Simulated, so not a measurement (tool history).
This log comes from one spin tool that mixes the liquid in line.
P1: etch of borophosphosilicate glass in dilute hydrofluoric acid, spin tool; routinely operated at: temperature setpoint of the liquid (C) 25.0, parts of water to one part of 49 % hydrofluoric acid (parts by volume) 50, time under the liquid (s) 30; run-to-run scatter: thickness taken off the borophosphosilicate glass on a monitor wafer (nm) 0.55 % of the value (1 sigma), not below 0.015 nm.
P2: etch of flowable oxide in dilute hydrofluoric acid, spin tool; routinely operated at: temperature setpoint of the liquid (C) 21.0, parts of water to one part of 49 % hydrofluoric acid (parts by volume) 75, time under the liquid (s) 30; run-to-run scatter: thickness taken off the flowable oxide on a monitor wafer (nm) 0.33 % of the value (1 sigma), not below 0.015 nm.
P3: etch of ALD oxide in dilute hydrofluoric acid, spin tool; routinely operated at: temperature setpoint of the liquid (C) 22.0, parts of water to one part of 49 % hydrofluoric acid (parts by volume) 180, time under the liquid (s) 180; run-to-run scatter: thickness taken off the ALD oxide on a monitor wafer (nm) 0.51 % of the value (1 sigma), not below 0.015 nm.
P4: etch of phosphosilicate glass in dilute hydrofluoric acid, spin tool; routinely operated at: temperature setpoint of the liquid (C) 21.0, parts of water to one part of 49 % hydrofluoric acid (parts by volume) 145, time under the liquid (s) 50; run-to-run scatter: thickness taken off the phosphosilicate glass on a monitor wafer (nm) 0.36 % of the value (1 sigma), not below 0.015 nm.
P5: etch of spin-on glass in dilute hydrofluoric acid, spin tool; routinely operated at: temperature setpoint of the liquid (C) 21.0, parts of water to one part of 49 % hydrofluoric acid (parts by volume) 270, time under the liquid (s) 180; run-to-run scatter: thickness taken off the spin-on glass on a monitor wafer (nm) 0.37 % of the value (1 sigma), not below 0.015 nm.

| run | hour | process that ran | temperature setpoint of the liquid (C) | parts of water to one part of 49 % hydrofluoric acid (parts by volume) | time under the liquid (s) | thickness taken off the borophosphosilicate glass on a monitor wafer (nm) | thickness taken off the ALD oxide on a monitor wafer (nm) | thickness taken off the phosphosilicate glass on a monitor wafer (nm) | thickness taken off the flowable oxide on a monitor wafer (nm) | thickness taken off the spin-on glass on a monitor wafer (nm) |
|---|---|---|---|---|---|---|---|---|---|---|
| 1 | 5.4 | P1 | 25.0 | 50 | 30 | 39.095 |  |  |  |  |
| 2 | 11.5 | P1 | 25.0 | 50 | 30 | 39.268 |  |  |  |  |
| 3 | 20.9 | P3 | 22.0 | 180 | 180 |  | 10.9990 |  |  |  |
| 4 | 27.6 | P4 | 21.0 | 145 | 50 |  |  | 45.238 |  |  |
| 5 | 36.4 | P4 | 21.0 | 30 | 50 |  |  | 250.490 |  |  |
| 6 | 43.5 | P2 | 21.0 | 75 | 65 |  |  |  | 28.983 |  |
| 7 | 53.4 | P2 | 21.0 | 140 | 30 |  |  |  | 6.670 |  |
| 8 | 60.0 | P4 | 17.0 | 145 | 50 |  |  | 38.829 |  |  |
| 9 | 68.1 | P1 | 25.0 | 50 | 30 | 39.158 |  |  |  |  |
| 10 | 74.1 | P3 | 22.0 | 260 | 180 |  | 6.9779 |  |  |  |
| 11 | 82.4 | P1 | 25.0 | 50 | 30 | 39.227 |  |  |  |  |
| 12 | 91.6 | P5 | 21.0 | 430 | 180 |  |  |  |  | 8.3449 |
| 13 | 98.6 | P1 | 19.5 | 50 | 30 | 31.126 |  |  |  |  |
| 14 | 107.6 | P1 | 25.0 | 20 | 30 | 103.040 |  |  |  |  |
| 15 | 116.1 | P1 | 25.0 | 50 | 60 | 78.344 |  |  |  |  |
| 16 | 124.8 | P1 | 29.5 | 20 | 30 | 121.670 |  |  |  |  |
| 17 | 134.4 | P1 | 25.0 | 50 | 15 | 19.598 |  |  |  |  |
| 18 | 141.5 | P5 | 28.5 | 270 | 180 |  |  |  |  | 19.9240 |
| 19 | 148.2 | P4 | 21.0 | 145 | 95 |  |  | 86.313 |  |  |
| 20 | 157.5 | P1 | 17.5 | 50 | 55 | 52.618 |  |  |  |  |

Forecast run 21:
| 21 | 164.1 | P3 | 22.0 | 180 | 35 |  | ? |  |  |  |

Logged for run 21: thickness taken off the ALD oxide on a monitor wafer (nm) 2.1108.
